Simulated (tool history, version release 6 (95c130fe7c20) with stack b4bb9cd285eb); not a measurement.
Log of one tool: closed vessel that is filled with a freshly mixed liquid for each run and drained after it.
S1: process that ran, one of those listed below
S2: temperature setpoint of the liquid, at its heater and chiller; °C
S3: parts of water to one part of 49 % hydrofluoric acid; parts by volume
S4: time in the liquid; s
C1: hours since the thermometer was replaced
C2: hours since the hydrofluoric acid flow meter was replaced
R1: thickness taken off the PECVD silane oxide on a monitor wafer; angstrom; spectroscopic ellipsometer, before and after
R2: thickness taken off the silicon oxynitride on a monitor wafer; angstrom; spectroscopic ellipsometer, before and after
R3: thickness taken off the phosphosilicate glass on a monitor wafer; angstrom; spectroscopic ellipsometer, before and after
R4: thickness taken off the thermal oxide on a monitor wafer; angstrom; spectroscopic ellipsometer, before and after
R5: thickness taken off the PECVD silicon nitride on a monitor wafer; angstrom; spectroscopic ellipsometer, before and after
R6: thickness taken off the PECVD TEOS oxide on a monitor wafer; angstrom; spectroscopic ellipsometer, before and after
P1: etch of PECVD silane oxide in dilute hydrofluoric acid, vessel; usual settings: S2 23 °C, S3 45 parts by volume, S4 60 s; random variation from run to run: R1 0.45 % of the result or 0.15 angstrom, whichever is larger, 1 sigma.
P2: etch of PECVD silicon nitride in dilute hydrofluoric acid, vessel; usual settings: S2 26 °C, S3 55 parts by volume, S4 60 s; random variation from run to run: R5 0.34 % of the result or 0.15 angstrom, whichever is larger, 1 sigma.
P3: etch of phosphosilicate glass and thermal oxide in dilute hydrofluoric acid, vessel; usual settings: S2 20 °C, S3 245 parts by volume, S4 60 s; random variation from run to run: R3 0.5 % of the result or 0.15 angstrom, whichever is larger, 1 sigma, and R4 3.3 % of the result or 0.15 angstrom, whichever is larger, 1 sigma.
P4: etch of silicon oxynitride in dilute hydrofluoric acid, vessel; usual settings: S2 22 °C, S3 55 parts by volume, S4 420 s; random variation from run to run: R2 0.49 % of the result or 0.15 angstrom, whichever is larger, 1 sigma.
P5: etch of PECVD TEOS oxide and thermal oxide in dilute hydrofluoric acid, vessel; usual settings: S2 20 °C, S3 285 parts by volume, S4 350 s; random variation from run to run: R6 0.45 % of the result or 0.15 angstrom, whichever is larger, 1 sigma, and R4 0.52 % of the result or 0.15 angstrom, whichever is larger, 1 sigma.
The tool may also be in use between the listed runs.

| run | hour | S1 | S2 | S3 | S4 | C1 | C2 | R1 | R2 | R3 | R4 | R5 | R6 |
|---|---|---|---|---|---|---|---|---|---|---|---|---|---|
| 1 | 9.3 | P1 | 23 | 45 | 60 | 145.6 | 212.1 | 658.77 |  |  |  |  |  |
| 2 | 19.3 | P4 | 22 | 95 | 420 | 155.6 | 222.1 |  | 57.187 |  |  |  |  |
| 3 | 28.3 | P3 | 20 | 70 | 60 | 164.6 | 231.1 |  |  | 1069 | 34.926 |  |  |
| 4 | 34 | P2 | 26 | 55 | 60 | 170.3 | 236.8 |  |  |  |  | 68.945 |  |
| 5 | 44.4 | P1 | 23 | 45 | 60 | 180.7 | 247.2 | 662.58 |  |  |  |  |  |
| 6 | 55.2 | P2 | 26 | 55 | 115 | 191.5 | 258 |  |  |  |  | 131.28 |  |
| 7 | 62.6 | P5 | 20 | 285 | 350 | 198.9 | 265.4 |  |  |  | 43.235 |  | 86.72 |
| 8 | 73 | P2 | 26 | 95 | 60 | 209.3 | 275.8 |  |  |  |  | 40.268 |  |
| 9 | 78.2 | P1 | 23 | 70 | 60 | 214.5 | 281 | 416.28 |  |  |  |  |  |
| 10 | 84.6 | P1 | 23 | 45 | 60 | 220.9 | 287.4 | 660.63 |  |  |  |  |  |
| 11 | 96.5 | P1 | 23 | 20 | 60 | 232.8 | 299.3 | 1534.9 |  |  |  |  |  |
|  | 97 | thermometer replaced |
| 12 | 104.8 | P5 | 20 | 85 | 350 | 7.9 | 307.6 |  |  |  | 177.5 |  | 351.83 |
| 13 | 114.9 | P4 | 29 | 55 | 420 | 18 | 317.7 |  | 141.38 |  |  |  |  |
| 14 | 126.1 | P4 | 22 | 55 | 30 | 29.2 | 328.9 |  | 7.2439 |  |  |  |  |
| 15 | 134.8 | P1 | 23 | 45 | 60 | 37.9 | 337.6 | 668.56 |  |  |  |  |  |
| 16 | 143.8 | P4 | 22 | 55 | 420 | 46.9 | 346.6 |  | 101.39 |  |  |  |  |
| 17 | 154 | P1 | 23 | 45 | 30 | 57.1 | 356.8 | 334.62 |  |  |  |  |  |
| 18 | 159.4 | P1 | 23 | 45 | 60 | 62.5 | 362.2 | 664.16 |  |  |  |  |  |
| 19 | 168.8 | P1 | 19 | 45 | 60 | 71.9 | 371.6 | 559.22 |  |  |  |  |  |
| 20 | 179.6 | P5 | 20 | 285 | 30 | 82.7 | 382.4 |  |  |  | 3.7852 |  | 7.4151 |
| 21 | 186.3 | P3 | 20 | 245 | 60 | 89.4 | 389.1 |  |  | 256.5 | 8.2957 |  |  |
| 22 | 194.7 | P1 | 18 | 60 | 60 | 97.8 | 397.5 | 398.48 |  |  |  |  |  |
| 23 | 205.8 | P2 | 33 | 55 | 60 | 108.9 | 408.6 |  |  |  |  | 108.24 |  |
| 24 | 216.3 | P1 | 30.5 | 45 | 60 | 119.4 | 419.1 | 901.3 |  |  |  |  |  |
| 25 | 221.5 | P3 | 17 | 245 | 60 | 124.6 | 424.3 |  |  | 228.54 | 7.5379 |  |  |
| 26 | 227.7 | P1 | 23 | 45 | 60 | 130.8 | 430.5 | 665.67 |  |  |  |  |  |
| 27 | 237.1 | P5 | 17 | 285 | 350 | 140.2 | 439.9 |  |  |  | 38.595 |  | 77.129 |

Run 28 comes next. What will it give?
| 28 | 247.7 | P3 | 20 | 245 | 60 | 150.8 | 450.5 |  |  | ? | ? |  |  |

R3: 256.08 angstrom
R4: 7.9695 angstrom
